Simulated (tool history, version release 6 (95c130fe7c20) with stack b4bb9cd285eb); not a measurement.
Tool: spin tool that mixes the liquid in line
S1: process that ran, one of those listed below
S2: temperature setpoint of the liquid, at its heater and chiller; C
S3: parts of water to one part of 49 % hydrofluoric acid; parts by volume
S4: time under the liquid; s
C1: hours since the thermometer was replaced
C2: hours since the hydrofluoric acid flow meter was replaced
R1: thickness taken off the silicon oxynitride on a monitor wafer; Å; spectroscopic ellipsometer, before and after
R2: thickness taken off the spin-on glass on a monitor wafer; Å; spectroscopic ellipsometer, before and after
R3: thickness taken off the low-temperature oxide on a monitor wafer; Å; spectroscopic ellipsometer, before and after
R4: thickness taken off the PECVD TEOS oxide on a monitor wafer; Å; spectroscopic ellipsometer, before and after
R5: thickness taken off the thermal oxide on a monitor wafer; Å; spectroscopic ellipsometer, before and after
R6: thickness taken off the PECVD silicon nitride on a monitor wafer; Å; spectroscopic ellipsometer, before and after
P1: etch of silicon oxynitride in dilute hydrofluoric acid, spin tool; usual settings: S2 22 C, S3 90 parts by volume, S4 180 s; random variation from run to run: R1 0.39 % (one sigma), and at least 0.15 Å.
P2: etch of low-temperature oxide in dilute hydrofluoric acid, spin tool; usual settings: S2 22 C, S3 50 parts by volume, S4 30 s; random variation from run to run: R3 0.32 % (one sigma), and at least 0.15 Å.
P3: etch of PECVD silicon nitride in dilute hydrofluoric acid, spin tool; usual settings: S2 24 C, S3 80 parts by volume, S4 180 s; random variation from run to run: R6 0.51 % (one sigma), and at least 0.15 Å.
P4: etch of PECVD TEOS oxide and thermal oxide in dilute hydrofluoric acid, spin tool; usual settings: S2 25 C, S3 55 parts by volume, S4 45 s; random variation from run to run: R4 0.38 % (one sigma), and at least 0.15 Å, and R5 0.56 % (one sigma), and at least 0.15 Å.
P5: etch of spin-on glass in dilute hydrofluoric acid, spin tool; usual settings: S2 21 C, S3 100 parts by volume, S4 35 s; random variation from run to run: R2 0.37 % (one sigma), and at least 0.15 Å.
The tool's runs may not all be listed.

run   hour  S1    S2   S3   S4     C1      C2      R1      R2      R3      R4      R5      R6
  1    4.1  P1    22   90  180  616.6  1370.5  86.934
  2   10.8  P5    21  100   35  623.3  1377.2          90.524
  3   16.4  P2    22   50   30  628.9  1382.8                  172.38
  4   24.1  P1    17  145  180  636.6  1390.5  40.913
  5   29.2  P1    22   90  180  641.7  1395.6  87.821
  6   35.3  P1    30   90  180  647.8  1401.7  126.89
  7     41  P5    21  100   35  653.5  1407.4          90.082
  8   47.6  P5    21  100   15  660.1    1414          38.544
  9   51.6  P1    22  155  180  664.1    1418  48.125
 10   57.2  P1    22   90  315  669.7  1423.6   153.6
 11     63  P1    27   90  310  675.5  1429.4  190.96
 12   70.5  P2    22   20   30    683  1436.9                  447.79
 13   75.2  P4    25   20   45  687.7  1441.6                          625.43   125.7
 14     82  P1    17   90  180  694.5  1448.4  67.952
 15   87.7  P3    24   80  180  700.2  1454.1                                          125.91
 16   96.4  P3    24   25  180  708.9  1462.8                                          393.77
 17  100.7  P3    24   80   60  713.2  1467.1                                          42.716
 18  108.7  P4    25   55   20  721.2  1475.1                          96.618  19.477
 19  114.4  P3    24   80  180  726.9  1480.8                                          126.76
 20  122.8  P1    22   90  180  735.3  1489.2  87.795
 21  131.3  P4  31.5   55   45  743.8  1497.7                          278.81  56.856
     135.2  -- hydrofluoric acid flow meter replaced
 22  136.9  P1    22   90  180  749.4     1.8   87.51
 23  141.7  P3  19.5   80  180  754.2     6.6                                           93.59
 24  149.3  P4    25   55   45  761.8    14.2                          215.01  43.889
 25  154.3  P2    17   50   30  766.8    19.2                  140.02
 26  163.1  P1    22   20  180  775.6      28  412.87
 27  167.1  P5    21  135   35  779.6      32          63.819
 28  175.7  P5    17  100   35  788.2    40.6          76.904
 29  182.6  P1    22  155  285  795.1    47.5  76.546
 30  190.8  P1    22   90   20  803.3    55.7  9.9758
 31  197.9  P2    22   50   65  810.4    62.8                  374.67
 32  205.2  P1    22   90  180  817.7    70.1  87.418
 33    214  P2    22   50   30  826.5    78.9                  173.49
 34  220.9  P1    22   90  180  833.4    85.8  87.626
 35  227.1  P1    22   90  180  839.6      92  90.336
 36  234.9  P1    22   90  180  847.4    99.8  92.039
 37  240.9  P1    22   90  180  853.4   105.8  93.325
 38  247.8  P1    22   90  180  860.3   112.7  92.871
 39  252.6  P1    22   90  180  865.1   117.5  94.108
 40    260  P1    22   90  180  872.5   124.9  93.661
 41    269  P1    22   90  180  881.5   133.9  93.901

What P1 gives has crept away from where it was. These 2 causes fit the log equally well, each at the size given:
A: hydrofluoric acid flow above the setpoint (%) = 6.88
B: liquid hotter than its thermometer reads (K) = 1.48
The creep began at about hour 220.9.

4 check runs are offered, one wafer each, their results left as question marks. Which one tells the causes apart?
check 1   278  P4    25   20   25                       ?   ?
check 2   278  P3  20.5   35  180                               ?
check 3   278  P2    22   35   50                   ?
check 4   278  P5    17  100   20               ?

What each check would give under each cause:
  check  result    if A    if B
check 1      R4  371.31   368.8
check 1      R5  74.961  74.454
check 2      R6  238.51  247.85
check 3      R3  449.75  446.58
check 4      R2  46.966   46.44
How far apart the two closest causes lie, in the result that separates them most: check 1 0.68 %; check 2 3.84 %; check 3 0.71 %; check 4 1.13 %
Only check 2 tells the causes apart: in the others they would give nearly the same result.

Check 2 was then run and gave: R6 239.18 Å. Which cause is it?

It is A: hydrofluoric acid flow above the setpoint (%).
